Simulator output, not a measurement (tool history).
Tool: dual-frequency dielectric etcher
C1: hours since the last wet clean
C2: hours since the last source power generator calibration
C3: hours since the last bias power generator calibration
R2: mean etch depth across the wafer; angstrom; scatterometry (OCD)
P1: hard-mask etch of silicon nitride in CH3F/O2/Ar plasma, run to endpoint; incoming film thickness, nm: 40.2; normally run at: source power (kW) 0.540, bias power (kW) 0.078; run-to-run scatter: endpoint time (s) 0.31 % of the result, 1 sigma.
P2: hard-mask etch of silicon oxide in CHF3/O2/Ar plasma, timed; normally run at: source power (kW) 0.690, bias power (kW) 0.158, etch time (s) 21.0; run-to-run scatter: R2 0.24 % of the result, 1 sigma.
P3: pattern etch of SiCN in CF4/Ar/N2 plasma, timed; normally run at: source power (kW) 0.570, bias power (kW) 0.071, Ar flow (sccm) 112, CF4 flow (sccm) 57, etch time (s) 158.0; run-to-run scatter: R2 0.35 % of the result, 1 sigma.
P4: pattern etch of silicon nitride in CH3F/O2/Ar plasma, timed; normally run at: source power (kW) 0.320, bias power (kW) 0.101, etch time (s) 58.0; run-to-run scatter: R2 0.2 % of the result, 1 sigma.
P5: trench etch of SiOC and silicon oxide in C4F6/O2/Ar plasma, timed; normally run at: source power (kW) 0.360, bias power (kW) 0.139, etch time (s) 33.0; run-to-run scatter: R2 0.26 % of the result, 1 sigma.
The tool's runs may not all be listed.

{"run": 1, "hour": 7.6, "process that ran": "P1", "source power (kW)": 0.54, "bias power (kW)": 0.078, "C1": 256.4, "C2": 2128.4, "C3": 2769.6, "endpoint time (s)": 49.932}
{"run": 2, "hour": 14.8, "process that ran": "P1", "source power (kW)": 0.32, "bias power (kW)": 0.099, "C1": 263.6, "C2": 2135.6, "C3": 2776.8, "endpoint time (s)": 55.764}
{"run": 3, "hour": 25.6, "process that ran": "P1", "source power (kW)": 0.37, "bias power (kW)": 0.109, "C1": 274.4, "C2": 2146.4, "C3": 2787.6, "endpoint time (s)": 51.331}
{"run": 4, "hour": 34.7, "process that ran": "P1", "source power (kW)": 0.54, "bias power (kW)": 0.078, "C1": 283.5, "C2": 2155.5, "C3": 2796.7, "endpoint time (s)": 50.111}
{"run": 5, "hour": 44.5, "process that ran": "P4", "source power (kW)": 0.32, "bias power (kW)": 0.101, "etch time (s)": 58.0, "C1": 293.3, "C2": 2165.3, "C3": 2806.5, "R2": 416.14}
{"run": 6, "hour": 51.4, "process that ran": "P5", "source power (kW)": 0.36, "bias power (kW)": 0.139, "etch time (s)": 33.0, "C1": 300.2, "C2": 2172.2, "C3": 2813.4, "R2": 597.76}
{"run": 7, "hour": 60.1, "process that ran": "P4", "source power (kW)": 0.32, "bias power (kW)": 0.069, "etch time (s)": 58.0, "C1": 308.9, "C2": 2180.9, "C3": 2822.1, "R2": 360.77}
{"run": 8, "hour": 65.2, "process that ran": "P4", "source power (kW)": 0.23, "bias power (kW)": 0.101, "etch time (s)": 58.0, "C1": 314.0, "C2": 2186.0, "C3": 2827.2, "R2": 365.48}
{"run": 9, "hour": 72.4, "process that ran": "P5", "source power (kW)": 0.36, "bias power (kW)": 0.082, "etch time (s)": 33.0, "C1": 321.2, "C2": 2193.2, "C3": 2834.4, "R2": 513.77}
{"run": 10, "hour": 82.2, "process that ran": "P5", "source power (kW)": 0.48, "bias power (kW)": 0.139, "etch time (s)": 33.0, "C1": 331.0, "C2": 2203.0, "C3": 2844.2, "R2": 669.78}
{"run": 11, "hour": 92.8, "process that ran": "P3", "source power (kW)": 0.57, "bias power (kW)": 0.071, "etch time (s)": 158.0, "Ar flow (sccm)": 112, "CF4 flow (sccm)": 39, "C1": 341.6, "C2": 2213.6, "C3": 2854.8, "R2": 1455.1}
{"run": 12, "hour": 103.4, "process that ran": "P1", "source power (kW)": 0.65, "bias power (kW)": 0.078, "C1": 352.2, "C2": 2224.2, "C3": 2865.4, "endpoint time (s)": 46.491}
{"run": 13, "hour": 111.4, "process that ran": "P1", "source power (kW)": 0.33, "bias power (kW)": 0.078, "C1": 360.2, "C2": 2232.2, "C3": 2873.4, "endpoint time (s)": 60.292}
{"run": 14, "hour": 119.6, "process that ran": "P2", "source power (kW)": 0.69, "bias power (kW)": 0.158, "etch time (s)": 14.5, "C1": 368.4, "C2": 2240.4, "C3": 2881.6, "R2": 292.41}
{"run": 15, "hour": 127.9, "process that ran": "P1", "source power (kW)": 0.54, "bias power (kW)": 0.078, "C1": 376.7, "C2": 2248.7, "C3": 2889.9, "endpoint time (s)": 50.242}
{"run": 16, "hour": 137.4, "process that ran": "P4", "source power (kW)": 0.32, "bias power (kW)": 0.101, "etch time (s)": 70.5, "C1": 386.2, "C2": 2258.2, "C3": 2899.4, "R2": 503.81}
{"run": 17, "hour": 149.0, "process that ran": "P3", "source power (kW)": 0.57, "bias power (kW)": 0.071, "etch time (s)": 158.0, "Ar flow (sccm)": 112, "CF4 flow (sccm)": 57, "C1": 397.8, "C2": 2269.8, "C3": 2911.0, "R2": 1555.1}
{"run": 18, "hour": 157.8, "process that ran": "P4", "source power (kW)": 0.32, "bias power (kW)": 0.101, "etch time (s)": 58.0, "C1": 406.6, "C2": 2278.6, "C3": 2919.8, "R2": 415.1}
{"run": 19, "hour": 169.0, "process that ran": "P3", "source power (kW)": 0.57, "bias power (kW)": 0.071, "etch time (s)": 158.0, "Ar flow (sccm)": 135, "CF4 flow (sccm)": 57, "C1": 417.8, "C2": 2289.8, "C3": 2931.0, "R2": 1491.6}
{"run": 20, "hour": 175.4, "process that ran": "P1", "source power (kW)": 0.54, "bias power (kW)": 0.078, "C1": 424.2, "C2": 2296.2, "C3": 2937.4, "endpoint time (s)": 50.214}
{"run": 21, "hour": 185.5, "process that ran": "P3", "source power (kW)": 0.46, "bias power (kW)": 0.071, "etch time (s)": 158.0, "Ar flow (sccm)": 112, "CF4 flow (sccm)": 57, "C1": 434.3, "C2": 2306.3, "C3": 2947.5, "R2": 1284.4}
{"run": 22, "hour": 192.8, "process that ran": "P3", "source power (kW)": 0.57, "bias power (kW)": 0.071, "etch time (s)": 158.0, "Ar flow (sccm)": 112, "CF4 flow (sccm)": 57, "C1": 441.6, "C2": 2313.6, "C3": 2954.8, "R2": 1544.0}
{"run": 23, "hour": 204.5, "process that ran": "P3", "source power (kW)": 0.57, "bias power (kW)": 0.045, "etch time (s)": 158.0, "Ar flow (sccm)": 112, "CF4 flow (sccm)": 57, "C1": 453.3, "C2": 2325.3, "C3": 2966.5, "R2": 1328.2}
{"run": 24, "hour": 212.2, "process that ran": "P2", "source power (kW)": 0.49, "bias power (kW)": 0.158, "etch time (s)": 21.0, "C1": 461.0, "C2": 2333.0, "C3": 2974.2, "R2": 370.47}
{"run": 25, "hour": 217.4, "process that ran": "P1", "source power (kW)": 0.54, "bias power (kW)": 0.078, "C1": 466.2, "C2": 2338.2, "C3": 2979.4, "endpoint time (s)": 49.82}
{"run": 26, "hour": 223.7, "process that ran": "P1", "source power (kW)": 0.54, "bias power (kW)": 0.11, "C1": 472.5, "C2": 2344.5, "C3": 2985.7, "endpoint time (s)": 44.406}
{"run": 27, "hour": 233.5, "process that ran": "P5", "source power (kW)": 0.36, "bias power (kW)": 0.139, "etch time (s)": 33.0, "C1": 482.3, "C2": 2354.3, "C3": 2995.5, "R2": 599.65}
{"run": 28, "hour": 242.0, "process that ran": "P2", "source power (kW)": 0.69, "bias power (kW)": 0.158, "etch time (s)": 21.0, "C1": 490.8, "C2": 2362.8, "C3": 3004.0, "R2": 424.36}
{"run": 29, "hour": 251.7, "process that ran": "P3", "source power (kW)": 0.57, "bias power (kW)": 0.071, "etch time (s)": 87.0, "Ar flow (sccm)": 112, "CF4 flow (sccm)": 57, "C1": 500.5, "C2": 2372.5, "C3": 3013.7, "R2": 853.01}
{"run": 30, "hour": 258.4, "process that ran": "P1", "source power (kW)": 0.42, "bias power (kW)": 0.05, "C1": 507.2, "C2": 2379.2, "C3": 3020.4, "endpoint time (s)": 64.014}
{"run": 31, "hour": 267.4, "process that ran": "P2", "source power (kW)": 0.69, "bias power (kW)": 0.21, "etch time (s)": 21.0, "C1": 516.2, "C2": 2388.2, "C3": 3029.4, "R2": 464.38}
{"run": 32, "hour": 274.3, "process that ran": "P5", "source power (kW)": 0.36, "bias power (kW)": 0.139, "etch time (s)": 48.5, "C1": 523.1, "C2": 2395.1, "C3": 3036.3, "R2": 875.01}
{"run": 33, "hour": 284.6, "process that ran": "P1", "source power (kW)": 0.54, "bias power (kW)": 0.078, "C1": 533.4, "C2": 2405.4, "C3": 3046.6, "endpoint time (s)": 50.285}
{"run": 34, "hour": 291.7, "process that ran": "P2", "source power (kW)": 0.69, "bias power (kW)": 0.158, "etch time (s)": 21.0, "C1": 540.5, "C2": 2412.5, "C3": 3053.7, "R2": 422.53}
{"run": 35, "hour": 299.7, "process that ran": "P1", "source power (kW)": 0.54, "bias power (kW)": 0.05, "C1": 548.5, "C2": 2420.5, "C3": 3061.7, "endpoint time (s)": 58.027}
{"run": 36, "hour": 311.6, "process that ran": "P1", "source power (kW)": 0.54, "bias power (kW)": 0.078, "C1": 560.4, "C2": 2432.4, "C3": 3073.6, "endpoint time (s)": 49.831}
{"run": 37, "hour": 318.2, "process that ran": "P1", "source power (kW)": 0.54, "bias power (kW)": 0.078, "C1": 567.0, "C2": 2439.0, "C3": 3080.2, "endpoint time (s)": 50.426}
{"run": 38, "hour": 327.8, "process that ran": "P1", "source power (kW)": 0.54, "bias power (kW)": 0.078, "C1": 576.6, "C2": 2448.6, "C3": 3089.8, "endpoint time (s)": 50.501}
{"run": 39, "hour": 335.6, "process that ran": "P1", "source power (kW)": 0.54, "bias power (kW)": 0.078, "C1": 584.4, "C2": 2456.4, "C3": 3097.6, "endpoint time (s)": 50.854}
{"hour": 340.9, "done": "wet clean of the chamber"}
{"run": 40, "hour": 341.4, "process that ran": "P1", "source power (kW)": 0.54, "bias power (kW)": 0.078, "C1": 0.6, "C2": 2462.2, "C3": 3103.4, "endpoint time (s)": 50.914}
{"run": 41, "hour": 348.6, "process that ran": "P1", "source power (kW)": 0.54, "bias power (kW)": 0.078, "C1": 7.8, "C2": 2469.4, "C3": 3110.6, "endpoint time (s)": 50.805}

Run 42 comes next. What will it give?
{"run": 42, "hour": 357.1, "process that ran": "P1", "source power (kW)": 0.54, "bias power (kW)": 0.078, "C1": 16.3, "C2": 2477.9, "C3": 3119.1, "endpoint time (s)": "?"}

{"run 42": {"endpoint time (s)": 50.827}}

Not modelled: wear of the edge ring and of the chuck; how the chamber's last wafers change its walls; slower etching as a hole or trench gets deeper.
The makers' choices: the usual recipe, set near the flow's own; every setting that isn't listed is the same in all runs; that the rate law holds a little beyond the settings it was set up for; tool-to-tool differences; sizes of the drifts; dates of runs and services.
